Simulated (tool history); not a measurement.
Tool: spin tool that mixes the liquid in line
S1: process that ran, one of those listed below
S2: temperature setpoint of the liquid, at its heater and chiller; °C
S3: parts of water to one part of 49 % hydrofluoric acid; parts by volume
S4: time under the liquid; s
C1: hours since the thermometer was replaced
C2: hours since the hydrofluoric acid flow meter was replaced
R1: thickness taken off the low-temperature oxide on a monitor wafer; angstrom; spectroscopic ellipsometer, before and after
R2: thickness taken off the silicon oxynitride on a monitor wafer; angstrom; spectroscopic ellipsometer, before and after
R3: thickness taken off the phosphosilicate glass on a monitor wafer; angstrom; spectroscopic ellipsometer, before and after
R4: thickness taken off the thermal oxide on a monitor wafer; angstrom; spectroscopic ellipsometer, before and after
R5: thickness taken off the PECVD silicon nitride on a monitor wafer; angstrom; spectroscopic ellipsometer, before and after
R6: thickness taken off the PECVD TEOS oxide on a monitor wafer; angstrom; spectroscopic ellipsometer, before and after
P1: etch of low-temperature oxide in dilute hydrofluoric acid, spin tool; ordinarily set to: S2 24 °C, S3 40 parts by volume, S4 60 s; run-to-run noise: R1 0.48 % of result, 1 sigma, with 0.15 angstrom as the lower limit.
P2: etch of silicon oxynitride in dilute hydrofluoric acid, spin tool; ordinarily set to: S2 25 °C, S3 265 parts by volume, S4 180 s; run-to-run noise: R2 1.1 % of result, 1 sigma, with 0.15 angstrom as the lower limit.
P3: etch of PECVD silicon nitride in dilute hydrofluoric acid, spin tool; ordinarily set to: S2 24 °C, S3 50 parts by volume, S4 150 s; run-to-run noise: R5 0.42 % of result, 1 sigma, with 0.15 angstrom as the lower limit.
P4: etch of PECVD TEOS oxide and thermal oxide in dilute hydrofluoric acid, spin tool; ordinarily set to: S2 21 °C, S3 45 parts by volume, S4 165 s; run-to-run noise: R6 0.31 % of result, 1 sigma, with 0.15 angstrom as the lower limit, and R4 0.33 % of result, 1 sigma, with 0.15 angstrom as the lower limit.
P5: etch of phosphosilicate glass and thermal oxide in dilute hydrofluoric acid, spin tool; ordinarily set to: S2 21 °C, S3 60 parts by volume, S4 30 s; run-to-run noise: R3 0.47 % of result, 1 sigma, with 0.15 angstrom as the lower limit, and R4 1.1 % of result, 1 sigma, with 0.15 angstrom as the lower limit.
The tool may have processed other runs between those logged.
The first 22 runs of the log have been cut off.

run 23 hour=277.2 | S1=P1 S2=24 S3=20 S4=60 | C1=1369 C2=1139.7 | R1=1166.6
run 24 hour=289.9 | S1=P1 S2=24 S3=40 S4=60 | C1=1381.7 C2=1152.4 | R1=567.64
run 25 hour=298.7 | S1=P2 S2=25 S3=265 S4=15 | C1=1390.5 C2=1161.2 | R2=1.6057
run 26 hour=316.8 | S1=P1 S2=24 S3=40 S4=110 | C1=1408.6 C2=1179.3 | R1=1039.6
run 27 hour=327.5 | S1=P4 S2=21 S3=45 S4=165 | C1=1419.3 C2=1190 | R4=158.06 R6=450.62
run 28 hour=337.2 | S1=P1 S2=24 S3=40 S4=60 | C1=1429 C2=1199.7 | R1=570.27
run 29 hour=347.8 | S1=P4 S2=21 S3=45 S4=15 | C1=1439.6 C2=1210.3 | R4=14.19 R6=40.557
run 30 hour=356 | S1=P1 S2=24 S3=40 S4=60 | C1=1447.8 C2=1218.5 | R1=567.77

The next listed run, before its measurement:
run 31 hour=368.7 | S1=P5 S2=17 S3=60 S4=30 | C1=1460.5 C2=1231.2 | R3=? R4=?

R3: 279.45 angstrom
R4: 19.353 angstrom
